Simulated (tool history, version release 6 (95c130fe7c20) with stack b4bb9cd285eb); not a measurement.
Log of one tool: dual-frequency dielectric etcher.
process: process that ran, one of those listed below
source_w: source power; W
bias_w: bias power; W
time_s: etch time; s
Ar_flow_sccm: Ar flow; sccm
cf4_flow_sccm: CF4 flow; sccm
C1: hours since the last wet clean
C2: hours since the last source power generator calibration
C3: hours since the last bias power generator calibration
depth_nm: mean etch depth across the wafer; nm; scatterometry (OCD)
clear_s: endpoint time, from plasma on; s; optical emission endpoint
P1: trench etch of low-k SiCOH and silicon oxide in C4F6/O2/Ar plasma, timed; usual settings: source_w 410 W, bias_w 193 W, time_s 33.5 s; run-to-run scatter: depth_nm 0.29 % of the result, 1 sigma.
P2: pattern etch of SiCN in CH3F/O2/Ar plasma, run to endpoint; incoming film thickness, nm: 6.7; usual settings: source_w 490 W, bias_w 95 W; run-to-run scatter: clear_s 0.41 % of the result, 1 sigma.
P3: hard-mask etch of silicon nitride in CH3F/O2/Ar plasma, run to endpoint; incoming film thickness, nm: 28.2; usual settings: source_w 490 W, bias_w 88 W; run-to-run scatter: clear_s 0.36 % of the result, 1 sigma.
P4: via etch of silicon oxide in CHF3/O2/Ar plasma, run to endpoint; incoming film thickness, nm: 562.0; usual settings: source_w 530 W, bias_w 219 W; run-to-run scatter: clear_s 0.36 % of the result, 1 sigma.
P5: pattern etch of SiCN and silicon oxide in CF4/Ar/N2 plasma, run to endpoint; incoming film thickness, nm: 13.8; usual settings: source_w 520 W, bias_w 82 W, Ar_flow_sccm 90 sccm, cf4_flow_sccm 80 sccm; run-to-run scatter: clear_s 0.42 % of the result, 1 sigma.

Run 1, hour 14.6: process P1, source_w 410 W, bias_w 193 W, time_s 33.5 s; C1 184.8; C2 682.9; C3 617.7. Result: depth_nm 110.83 nm.
Run 2, hour 31.6: process P1, source_w 270 W, bias_w 133 W, time_s 33.5 s; C1 201.8; C2 699.9; C3 634.7. Result: depth_nm 83.415 nm.
Run 3, hour 46.2: process P5, source_w 520 W, bias_w 82 W, Ar_flow_sccm 90 sccm, cf4_flow_sccm 80 sccm; C1 216.4; C2 714.5; C3 649.3. Result: clear_s 13.297 s.
Run 4, hour 62.4: process P5, source_w 520 W, bias_w 82 W, Ar_flow_sccm 90 sccm, cf4_flow_sccm 109 sccm; C1 232.6; C2 730.7; C3 665.5. Result: clear_s 12.734 s.
Run 5, hour 69.8: process P5, source_w 520 W, bias_w 49 W, Ar_flow_sccm 90 sccm, cf4_flow_sccm 80 sccm; C1 240; C2 738.1; C3 672.9. Result: clear_s 15.621 s.
Run 6, hour 77.6: process P1, source_w 410 W, bias_w 116 W, time_s 33.5 s; C1 247.8; C2 745.9; C3 680.7. Result: depth_nm 94.878 nm.
Run 7, hour 92.1: process P4, source_w 530 W, bias_w 219 W; C1 262.3; C2 760.4; C3 695.2. Result: clear_s 273.89 s.
Run 8, hour 107.5: process P1, source_w 280 W, bias_w 193 W, time_s 33.5 s; C1 277.7; C2 775.8; C3 710.6. Result: depth_nm 95.387 nm.
Run 9, hour 123.1: process P1, source_w 530 W, bias_w 193 W, time_s 33.5 s; C1 293.3; C2 791.4; C3 726.2. Result: depth_nm 122.76 nm.
Run 10, hour 135.2: process P3, source_w 620 W, bias_w 88 W; C1 305.4; C2 803.5; C3 738.3. Result: clear_s 31.705 s.
Run 11, hour 142.9: process P1, source_w 410 W, bias_w 193 W, time_s 33.5 s; C1 313.1; C2 811.2; C3 746. Result: depth_nm 111.17 nm.
At hour 149.9: wet clean of the chamber.
Run 12, hour 151.8: process P1, source_w 410 W, bias_w 193 W, time_s 33.5 s; C1 2; C2 820.1; C3 754.9. Result: depth_nm 111.53 nm.
Run 13, hour 166: process P3, source_w 490 W, bias_w 88 W; C1 16.2; C2 834.3; C3 769.1. Result: clear_s 34.79 s.
Run 14, hour 173.7: process P1, source_w 410 W, bias_w 193 W, time_s 33.5 s; C1 23.9; C2 842; C3 776.8. Result: depth_nm 110.73 nm.
Run 15, hour 183.8: process P3, source_w 490 W, bias_w 110 W; C1 34; C2 852.1; C3 786.9. Result: clear_s 32.105 s.
Run 16, hour 200.9: process P2, source_w 650 W, bias_w 95 W; C1 51.1; C2 869.2; C3 804. Result: clear_s 13.592 s.
Run 17, hour 215.9: process P4, source_w 530 W, bias_w 139 W; C1 66.1; C2 884.2; C3 819. Result: clear_s 319.95 s.
Run 18, hour 232.2: process P2, source_w 490 W, bias_w 69 W; C1 82.4; C2 900.5; C3 835.3. Result: clear_s 17.015 s.
Run 19, hour 245.7: process P5, source_w 520 W, bias_w 82 W, Ar_flow_sccm 74 sccm, cf4_flow_sccm 80 sccm; C1 95.9; C2 914; C3 848.8. Result: clear_s 12.889 s.
Run 20, hour 253.6: process P1, source_w 410 W, bias_w 193 W, time_s 33.5 s; C1 103.8; C2 921.9; C3 856.7. Result: depth_nm 111.33 nm.

Forecast run 21:
Run 21, hour 268.7: process P1, source_w 410 W, bias_w 193 W, time_s 25 s; C1 118.9; C2 937; C3 871.8. Result: depth_nm ?.

Run 21 gave depth_nm 82.28 nm.
